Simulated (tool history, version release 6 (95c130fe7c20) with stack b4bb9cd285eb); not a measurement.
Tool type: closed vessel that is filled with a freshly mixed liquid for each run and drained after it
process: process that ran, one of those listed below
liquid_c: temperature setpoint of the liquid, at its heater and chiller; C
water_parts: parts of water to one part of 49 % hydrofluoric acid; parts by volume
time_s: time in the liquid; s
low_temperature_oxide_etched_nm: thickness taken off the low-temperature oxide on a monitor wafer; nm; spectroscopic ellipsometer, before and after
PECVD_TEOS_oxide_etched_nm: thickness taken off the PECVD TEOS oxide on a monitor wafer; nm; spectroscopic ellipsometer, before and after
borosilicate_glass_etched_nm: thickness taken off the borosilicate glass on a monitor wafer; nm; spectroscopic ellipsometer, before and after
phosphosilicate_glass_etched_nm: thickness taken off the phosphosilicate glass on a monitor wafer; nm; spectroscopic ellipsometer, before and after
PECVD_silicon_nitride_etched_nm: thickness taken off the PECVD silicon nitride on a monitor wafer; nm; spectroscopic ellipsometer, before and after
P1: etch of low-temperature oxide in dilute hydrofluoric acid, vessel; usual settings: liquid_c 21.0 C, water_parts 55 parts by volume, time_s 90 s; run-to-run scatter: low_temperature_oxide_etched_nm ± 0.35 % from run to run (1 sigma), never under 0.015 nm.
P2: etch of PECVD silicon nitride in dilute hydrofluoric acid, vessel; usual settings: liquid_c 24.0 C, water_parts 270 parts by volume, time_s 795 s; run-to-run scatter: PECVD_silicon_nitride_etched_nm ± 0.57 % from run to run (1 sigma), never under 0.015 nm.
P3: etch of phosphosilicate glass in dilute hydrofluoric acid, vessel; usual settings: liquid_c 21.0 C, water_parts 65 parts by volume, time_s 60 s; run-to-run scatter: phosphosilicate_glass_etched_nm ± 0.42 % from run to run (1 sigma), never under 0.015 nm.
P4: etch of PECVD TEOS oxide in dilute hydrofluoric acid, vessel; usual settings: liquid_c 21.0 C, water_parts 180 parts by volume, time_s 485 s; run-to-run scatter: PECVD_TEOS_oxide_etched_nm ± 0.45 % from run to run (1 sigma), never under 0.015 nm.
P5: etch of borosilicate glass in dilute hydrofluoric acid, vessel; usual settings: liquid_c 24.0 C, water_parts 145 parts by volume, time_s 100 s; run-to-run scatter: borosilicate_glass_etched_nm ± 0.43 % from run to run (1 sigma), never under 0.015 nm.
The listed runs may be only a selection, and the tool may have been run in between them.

| run | hour | process | liquid_c | water_parts | time_s | hours since the thermometer was replaced | hours since the hydrofluoric acid flow meter was replaced | low_temperature_oxide_etched_nm | PECVD_TEOS_oxide_etched_nm | borosilicate_glass_etched_nm | phosphosilicate_glass_etched_nm | PECVD_silicon_nitride_etched_nm |
|---|---|---|---|---|---|---|---|---|---|---|---|---|
| 1 | 9.0 | P1 | 21.0 | 55 | 90 | 117.1 | 231.0 | 53.262 |  |  |  |  |
| 2 | 19.0 | P1 | 21.0 | 35 | 130 | 127.1 | 241.0 | 123.210 |  |  |  |  |
| 3 | 30.3 | P4 | 26.0 | 180 | 485 | 138.4 | 252.3 |  | 40.121 |  |  |  |
| 4 | 43.3 | P4 | 21.0 | 180 | 485 | 151.4 | 265.3 |  | 33.495 |  |  |  |
| 5 | 55.8 | P5 | 24.0 | 145 | 100 | 163.9 | 277.8 |  |  | 23.440 |  |  |
| 6 | 64.1 | P3 | 28.5 | 65 | 60 | 172.2 | 286.1 |  |  |  | 233.84 |  |
| 7 | 79.9 | P1 | 25.0 | 55 | 90 | 188.0 | 301.9 | 62.503 |  |  |  |  |
| 8 | 89.9 | P3 | 21.0 | 65 | 60 | 198.0 | 311.9 |  |  |  | 173.01 |  |
| 9 | 105.0 | P5 | 24.0 | 145 | 180 | 213.1 | 327.0 |  |  | 41.816 |  |  |
| 10 | 115.5 | P1 | 21.0 | 55 | 90 | 223.6 | 337.5 | 52.752 |  |  |  |  |
| 11 | 129.4 | P2 | 28.5 | 270 | 795 | 237.5 | 351.4 |  |  |  |  | 19.2530 |
| 12 | 137.8 | P5 | 31.0 | 145 | 100 | 245.9 | 359.8 |  |  | 30.337 |  |  |
| 13 | 150.2 | P1 | 21.0 | 20 | 90 | 258.3 | 372.2 | 152.730 |  |  |  |  |
| 14 | 160.0 | P1 | 21.0 | 55 | 90 | 268.1 | 382.0 | 53.293 |  |  |  |  |
| 15 | 171.5 | P4 | 21.0 | 180 | 485 | 279.6 | 393.5 |  | 33.124 |  |  |  |
| 16 | 184.9 | P3 | 21.0 | 65 | 115 | 293.0 | 406.9 |  |  |  | 329.09 |  |
| 17 | 198.4 | P2 | 24.0 | 270 | 1180 | 306.5 | 420.4 |  |  |  |  | 21.8490 |
| 18 | 213.8 | P1 | 21.0 | 75 | 90 | 321.9 | 435.8 | 37.859 |  |  |  |  |
| 19 | 227.0 | P1 | 21.0 | 55 | 135 | 335.1 | 449.0 | 79.544 |  |  |  |  |
| 20 | 241.7 | P1 | 17.0 | 55 | 90 | 349.8 | 463.7 | 44.834 |  |  |  |  |
| 21 | 250.2 | P5 | 24.0 | 30 | 100 | 358.3 | 472.2 |  |  | 130.260 |  |  |
| 22 | 258.9 | P2 | 24.0 | 470 | 795 | 367.0 | 480.9 |  |  |  |  | 8.4725 |
| 23 | 274.9 | P3 | 21.0 | 45 | 60 | 383.0 | 496.9 |  |  |  | 254.33 |  |
|  | 276.0 | hydrofluoric acid flow meter replaced |
| 24 | 291.0 | P2 | 24.0 | 270 | 795 | 399.1 | 15.1 |  |  |  |  | 14.4390 |
| 25 | 300.4 | P1 | 21.0 | 55 | 90 | 408.5 | 24.5 | 53.014 |  |  |  |  |
| 26 | 313.0 | P4 | 21.0 | 35 | 485 | 421.1 | 37.1 |  | 200.740 |  |  |  |
| 27 | 326.3 | P1 | 21.0 | 55 | 90 | 434.4 | 50.4 | 52.991 |  |  |  |  |
| 28 | 336.7 | P1 | 21.0 | 55 | 90 | 444.8 | 60.8 | 53.238 |  |  |  |  |
| 29 | 345.8 | P1 | 21.0 | 55 | 45 | 453.9 | 69.9 | 26.559 |  |  |  |  |
| 30 | 360.3 | P1 | 21.0 | 55 | 90 | 468.4 | 84.4 | 52.947 |  |  |  |  |
| 31 | 369.3 | P4 | 21.0 | 180 | 850 | 477.4 | 93.4 |  | 58.296 |  |  |  |
| 32 | 379.7 | P2 | 24.0 | 270 | 795 | 487.8 | 103.8 |  |  |  |  | 14.6450 |
| 33 | 395.8 | P1 | 21.0 | 55 | 90 | 503.9 | 119.9 | 53.206 |  |  |  |  |
| 34 | 408.0 | P1 | 21.0 | 55 | 90 | 516.1 | 132.1 | 55.198 |  |  |  |  |
| 35 | 422.1 | P1 | 21.0 | 55 | 90 | 530.2 | 146.2 | 56.471 |  |  |  |  |
| 36 | 435.3 | P1 | 21.0 | 55 | 90 | 543.4 | 159.4 | 57.141 |  |  |  |  |
| 37 | 451.2 | P1 | 21.0 | 55 | 90 | 559.3 | 175.3 | 57.299 |  |  |  |  |
| 38 | 462.2 | P1 | 21.0 | 55 | 90 | 570.3 | 186.3 | 57.525 |  |  |  |  |
| 39 | 470.2 | P1 | 21.0 | 55 | 90 | 578.3 | 194.3 | 57.317 |  |  |  |  |

Compared with where it was, what P1 gives has crept away. Each cause listed below fits the log as well as the rest, at the size given for it:
A: hydrofluoric acid flow above the setpoint (%) = 7.69
B: liquid hotter than its thermometer reads (K) = 1.9
Onset of the creep was near hour 395.8.

Below are 4 check runs, each on a single wafer, with their results shown as question marks. Which of them would tell the listed causes apart, meaning the causes would give clearly different results under it?
| check 1 | 478.2 | P2 | 24.0 | 270 | 1155 |  |  |  |  |  |  | ? |
| check 2 | 478.2 | P3 | 21.0 | 65 | 110 |  |  |  |  |  | ? |  |
| check 3 | 478.2 | P4 | 21.0 | 70 | 485 |  |  |  | ? |  |  |  |
| check 4 | 478.2 | P5 | 30.5 | 55 | 100 |  |  |  |  | ? |  |  |

What every check run would give for each of its results, assuming each possible cause in turn:
| check | result | if A | if B |
|---|---|---|---|
| check 1 | PECVD_silicon_nitride_etched_nm | 22.8870 | 23.8840 |
| check 2 | phosphosilicate_glass_etched_nm | 342.58 | 342.21 |
| check 3 | PECVD_TEOS_oxide_etched_nm | 104.570 | 104.380 |
| check 4 | borosilicate_glass_etched_nm | 96.643 | 95.979 |
How far apart the two closest causes lie, in the result that separates them most: check 1 4.27 %; check 2 0.11 %; check 3 0.18 %; check 4 0.69 %
Check 1 tells the causes apart: in the others they would give nearly the same result.

With check 1 done, the readings were: PECVD_silicon_nitride_etched_nm 22.9320 nm. Identify which of the listed causes applies.

It is A: hydrofluoric acid flow above the setpoint (%).
